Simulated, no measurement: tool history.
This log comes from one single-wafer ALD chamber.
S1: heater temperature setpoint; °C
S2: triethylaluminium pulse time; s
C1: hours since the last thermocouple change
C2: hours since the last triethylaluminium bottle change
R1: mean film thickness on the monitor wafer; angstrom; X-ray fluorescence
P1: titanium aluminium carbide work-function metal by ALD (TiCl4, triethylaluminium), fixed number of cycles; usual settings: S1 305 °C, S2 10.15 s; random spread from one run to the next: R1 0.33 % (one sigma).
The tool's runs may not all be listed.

Run 1, hour 10.8: S1 305 °C, S2 10.15 s; C1 1201.5; C2 362.5. Result: R1 20.920 angstrom.
Run 2, hour 24.2: S1 305 °C, S2 10.15 s; C1 1214.9; C2 375.9. Result: R1 20.851 angstrom.
Run 3, hour 41.5: S1 305 °C, S2 10.15 s; C1 1232.2; C2 393.2. Result: R1 20.923 angstrom.
Run 4, hour 58.2: S1 281 °C, S2 10.15 s; C1 1248.9; C2 409.9. Result: R1 18.837 angstrom.
Run 5, hour 71.0: S1 305 °C, S2 10.15 s; C1 1261.7; C2 422.7. Result: R1 21.006 angstrom.
Run 6, hour 89.9: S1 305 °C, S2 10.15 s; C1 1280.6; C2 441.6. Result: R1 20.945 angstrom.
Run 7, hour 98.9: S1 305 °C, S2 10.15 s; C1 1289.6; C2 450.6. Result: R1 20.936 angstrom.
At hour 100.2: triethylaluminium bottle replaced.
Run 8, hour 109.9: S1 321 °C, S2 13.48 s; C1 1300.6; C2 9.8. Result: R1 22.912 angstrom.
Run 9, hour 125.9: S1 305 °C, S2 5.28 s; C1 1316.6; C2 25.8. Result: R1 17.992 angstrom.
Run 10, hour 138.9: S1 305 °C, S2 13.70 s; C1 1329.6; C2 38.8. Result: R1 21.356 angstrom.
Run 11, hour 153.2: S1 330 °C, S2 10.15 s; C1 1343.9; C2 53.1. Result: R1 23.061 angstrom.
Run 12, hour 161.9: S1 305 °C, S2 10.15 s; C1 1352.6; C2 61.8. Result: R1 20.899 angstrom.
Run 13, hour 178.1: S1 305 °C, S2 10.15 s; C1 1368.8; C2 78.0. Result: R1 20.748 angstrom.
Run 14, hour 196.6: S1 305 °C, S2 10.15 s; C1 1387.3; C2 96.5. Result: R1 20.651 angstrom.
Run 15, hour 207.7: S1 305 °C, S2 10.15 s; C1 1398.4; C2 107.6. Result: R1 20.749 angstrom.
Run 16, hour 221.1: S1 305 °C, S2 10.15 s; C1 1411.8; C2 121.0. Result: R1 20.517 angstrom.
Run 17, hour 234.7: S1 305 °C, S2 10.15 s; C1 1425.4; C2 134.6. Result: R1 20.489 angstrom.
Run 18, hour 243.2: S1 305 °C, S2 10.15 s; C1 1433.9; C2 143.1. Result: R1 20.656 angstrom.
Run 19, hour 260.9: S1 305 °C, S2 10.15 s; C1 1451.6; C2 160.8. Result: R1 20.505 angstrom.

P1 no longer gives what it gave before; its output has crept away from where it was. The following 2 causes, each at its listed size, fit the log equally well:
A: wafer temperature below the value expected at the setpoint (K) = 4.77
B: triethylaluminium dose below that of a fresh bottle (%) = 14.4
The creep began at about hour 161.9.

Of the 4 check runs listed below, each run on one wafer and each result written as a question mark, which would let you distinguish the listed causes because they would give clearly different results?
Run check 1, hour 278.6: S1 317 °C, S2 6.11 s. Result: R1 ?.
Run check 2, hour 278.6: S1 324 °C, S2 10.15 s. Result: R1 ?.
Run check 3, hour 278.6: S1 329 °C, S2 10.15 s. Result: R1 ?.
Run check 4, hour 278.6: S1 287 °C, S2 10.15 s. Result: R1 ?.

If the cause were each of the candidates in turn, the checks would give the following:
  check  result    if A    if B
check 1      R1  19.540  18.951
check 2      R1  22.204  22.174
check 3      R1  22.656  22.618
check 4      R1  18.911  18.935
Smallest distance between any two causes, each pair judged by its most separating result, in per cent: check 1 3.06 %; check 2 0.14 %; check 3 0.17 %; check 4 0.13 %
Of the check runs offered, only check 1 discriminates between the causes; the rest would read about the same regardless of which cause applies.

Running check 1 produced the following: R1 19.051 angstrom. Which one of the listed causes fits?

It was cause B: triethylaluminium dose below that of a fresh bottle (%).

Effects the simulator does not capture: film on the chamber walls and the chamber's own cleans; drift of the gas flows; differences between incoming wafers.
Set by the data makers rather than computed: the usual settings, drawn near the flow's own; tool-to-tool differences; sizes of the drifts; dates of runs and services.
